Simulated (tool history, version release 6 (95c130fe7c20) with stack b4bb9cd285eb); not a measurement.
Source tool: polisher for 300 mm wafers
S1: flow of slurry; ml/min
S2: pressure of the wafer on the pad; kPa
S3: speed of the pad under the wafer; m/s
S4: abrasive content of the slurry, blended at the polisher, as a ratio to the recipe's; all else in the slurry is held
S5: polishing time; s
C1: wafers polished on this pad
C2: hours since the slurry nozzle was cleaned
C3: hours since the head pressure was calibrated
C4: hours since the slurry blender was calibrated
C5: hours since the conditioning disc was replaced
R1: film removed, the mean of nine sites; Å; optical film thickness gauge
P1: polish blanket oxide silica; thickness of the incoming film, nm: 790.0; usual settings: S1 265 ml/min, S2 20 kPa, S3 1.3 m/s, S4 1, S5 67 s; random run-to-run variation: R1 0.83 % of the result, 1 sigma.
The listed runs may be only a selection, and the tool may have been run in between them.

run	day	S1	S2	S3	S4	S5	C1	C2	C3	C4	C5	R1
1	0.238	265	20	1.3	1	67	753	138	486.9	74.6	91	1488.8
2	0.65	265	20	2.06	1	67	862	147.9	496.8	84.5	100.9	2162.8
3	1.012	265	20	1.3	1	67	957	156.6	505.5	93.2	109.6	1496.5
4	1.312	265	20	1.3	1	67	1036	163.8	512.7	100.4	116.8	1485.7
# day 1.333: slurry blender recalibrated
5	1.808	265	20	1.3	0.55	67	1166	175.7	524.6	11.5	128.7	1074.8
6	2.225	265	20	0.64	1	67	1276	185.7	534.6	21.5	138.7	849.61
7	2.667	265	20	1.3	1	67	1392	196.3	545.2	32.1	149.3	1471.1
8	3.142	265	29.6	1.3	1	67	1517	207.7	556.6	43.5	160.7	2190.2
9	3.608	265	20	1.3	1.3	67	1639	218.9	567.8	54.7	171.9	1655.1
10	3.967	265	20	1.3	1	67	1733	227.5	576.4	63.3	180.5	1489.9
11	4.212	400	20	1.3	1	67	1798	233.4	582.3	69.2	186.4	1528.4
12	4.45	265	20	1.3	1	101	1860	239.1	588	74.9	192.1	2251.4
13	4.667	390	28.3	1.3	1	67	1917	244.3	593.2	80.1	197.3	2162.1
14	4.938	265	20	1.3	1	67	1988	250.8	599.7	86.6	203.8	1492.4
15	5.258	265	20	0.68	1	30	2073	258.5	607.4	94.3	211.5	394.72
16	5.633	265	11	0.94	1	67	2171	267.5	616.4	103.3	220.5	635.01
17	6.096	265	10.3	1.3	1	67	2293	278.6	627.5	114.4	231.6	768.45
18	6.479	160	20	1.3	1	67	2394	287.8	636.7	123.6	240.8	1410.5
19	6.796	265	20	1.3	1	35	2477	295.4	644.3	131.2	248.4	767.96
20	7.067	265	20	1.3	1	67	2548	301.9	650.8	137.7	254.9	1500
21	7.479	265	20	1.3	1	67	2656	311.8	660.7	147.6	264.8	1408.5
22	7.938	265	20	1.3	1	67	2777	322.8	671.7	158.6	275.8	1348.3
23	8.238	265	20	1.3	1	67	2856	330	678.9	165.8	283	1341.4
# day 8.308: conditioning disc replaced and pad reconditioned
24	8.462	265	20	1.3	1	67	2915	335.4	684.3	171.2	3.8	1313.4
# day 8.671: slurry nozzle cleaned
25	8.838	265	20	1.3	1	67	3013	4	693.3	180.2	12.8	1306.6
# day 8.85: head pressure recalibrated
26	9.329	265	20	1.3	1	67	3142	15.8	11.6	192	24.6	1310.3
27	9.567	265	20	1.3	1	67	3205	21.5	17.3	197.7	30.3	1326.7
28	10	265	20	1.3	1	67	3319	31.9	27.7	208.1	40.7	1315.6

The output of P1 has drifted from where it used to be. Each of the 2 causes below, taken at the size shown beside it, accounts for the log equally well:
A: removal rate lost through wear of the pad, % = 12.4
B: abrasive missing from the slurry, % = 23.7
The creep began at about day 7.067.
The rest of the possible causes, and what rules out each one:
slurry flow missing at the pad, %: serviced at day 8.671, after the drift had started, without restoring the earlier output
head's pressure below its setpoint, %: serviced at day 8.85, after the drift had started, without restoring the earlier output
time polished since the conditioner stopped cutting, s: serviced at day 8.308, after the drift had started, without restoring the earlier output

Which of the check runs below tells the causes apart, meaning the causes would give it clearly different results? Each run uses 3 wafers whose results are averaged, and each result is shown as a question mark.
check 1	10.433	265	27.6	1.3	1	67						?
check 2	10.433	265	20	1.3	0.55	51						?
check 3	10.433	265	20	2.02	1	90						?
check 4	10.433	390	20	1.3	1	43						?

Outcome of each check run for each possible cause:
check	result	if A	if B
check 1	R1	1796	1796.6
check 2	R1	722.46	694.73
check 3	R1	2488.5	2489.3
check 4	R1	863.37	863.64
Distance between the nearest two causes, measured in the result of the check that separates them most: check 1 0.03 %; check 2 3.91 %; check 3 0.03 %; check 4 0.03 %
Check 2 distinguishes between the causes, while the remaining checks would return nearly the same result for all of them.

Here is what check 2 returned: R1 698.21 Å. Which cause is it?

Of the candidate causes, it is B: abrasive missing from the slurry, %.
